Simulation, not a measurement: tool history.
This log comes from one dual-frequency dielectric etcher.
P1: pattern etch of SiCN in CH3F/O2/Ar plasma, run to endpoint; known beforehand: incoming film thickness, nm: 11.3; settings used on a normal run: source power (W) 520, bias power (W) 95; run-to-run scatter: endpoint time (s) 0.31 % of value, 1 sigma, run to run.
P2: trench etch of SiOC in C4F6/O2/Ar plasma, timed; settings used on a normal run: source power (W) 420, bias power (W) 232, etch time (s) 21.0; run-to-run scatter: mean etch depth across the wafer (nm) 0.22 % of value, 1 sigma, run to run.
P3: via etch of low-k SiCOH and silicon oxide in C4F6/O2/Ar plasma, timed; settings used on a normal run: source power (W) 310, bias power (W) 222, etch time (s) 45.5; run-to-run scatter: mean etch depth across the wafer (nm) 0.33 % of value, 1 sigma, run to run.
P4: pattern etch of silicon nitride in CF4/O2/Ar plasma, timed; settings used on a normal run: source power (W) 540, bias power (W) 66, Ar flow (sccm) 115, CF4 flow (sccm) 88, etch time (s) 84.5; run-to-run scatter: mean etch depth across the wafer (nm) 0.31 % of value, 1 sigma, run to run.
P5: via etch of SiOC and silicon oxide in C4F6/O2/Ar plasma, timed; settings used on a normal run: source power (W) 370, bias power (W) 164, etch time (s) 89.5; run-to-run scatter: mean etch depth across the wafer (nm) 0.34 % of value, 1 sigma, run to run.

run,hour,process that ran,source power (W),bias power (W),etch time (s),Ar flow (sccm),CF4 flow (sccm),hours since the last wet clean,hours since the last source power generator calibration,hours since the last bias power generator calibration,endpoint time (s),mean etch depth across the wafer (nm)
1,10.1,P1,520,95,,,,55.5,569.1,1214.5,25.091,
2,23.3,P5,370,164,124.5,,,68.7,582.3,1227.7,,137.170
3,31.0,P5,370,164,89.5,,,76.4,590.0,1235.4,,98.173
4,41.2,P5,470,164,89.5,,,86.6,600.2,1245.6,,107.270
5,49.2,P4,540,66,84.5,115,88,94.6,608.2,1253.6,,185.830
6,59.2,P3,310,222,45.5,,,104.6,618.2,1263.6,,107.910
7,70.1,P1,520,64,,,,115.5,629.1,1274.5,28.744,
8,82.2,P2,420,138,21.0,,,127.6,641.2,1286.6,,39.298
9,89.8,P4,540,66,84.5,72,88,135.2,648.8,1294.2,,195.780
10,101.0,P1,520,95,,,,146.4,660.0,1305.4,25.088,
11,113.2,P2,420,232,11.5,,,158.6,672.2,1317.6,,25.330
12,121.9,P3,310,301,45.5,,,167.3,680.9,1326.3,,119.060
13,135.3,P4,540,66,115.5,115,88,180.7,694.3,1339.7,,253.310
14,148.6,P2,420,232,21.0,,,194.0,707.6,1353.0,,46.233
15,161.6,P4,540,66,84.5,115,108,207.0,720.6,1366.0,,191.910
16,168.1,P4,760,66,84.5,115,88,213.5,727.1,1372.5,,248.780
17,178.2,P5,370,164,89.5,,,223.6,737.2,1382.6,,97.912
18,186.6,P4,540,54,84.5,115,88,232.0,745.6,1391.0,,171.100
19,198.3,P1,520,129,,,,243.7,757.3,1402.7,22.255,
20,209.8,P1,520,95,,,,255.2,768.8,1414.2,25.058,
# hour 211.6: bias power generator calibrated
21,220.2,P3,310,222,61.5,,,265.6,779.2,8.7,,145.310
22,229.0,P3,240,222,45.5,,,274.4,788.0,17.5,,97.372
23,237.5,P5,370,204,89.5,,,282.9,796.5,26.0,,105.160
24,250.9,P2,260,232,21.0,,,296.3,809.9,39.4,,38.487

The next listed run, before its measurement:
25,258.8,P1,640,69,,,,304.2,817.8,47.3,?,

Run 25 gave endpoint time (s) 26.044.
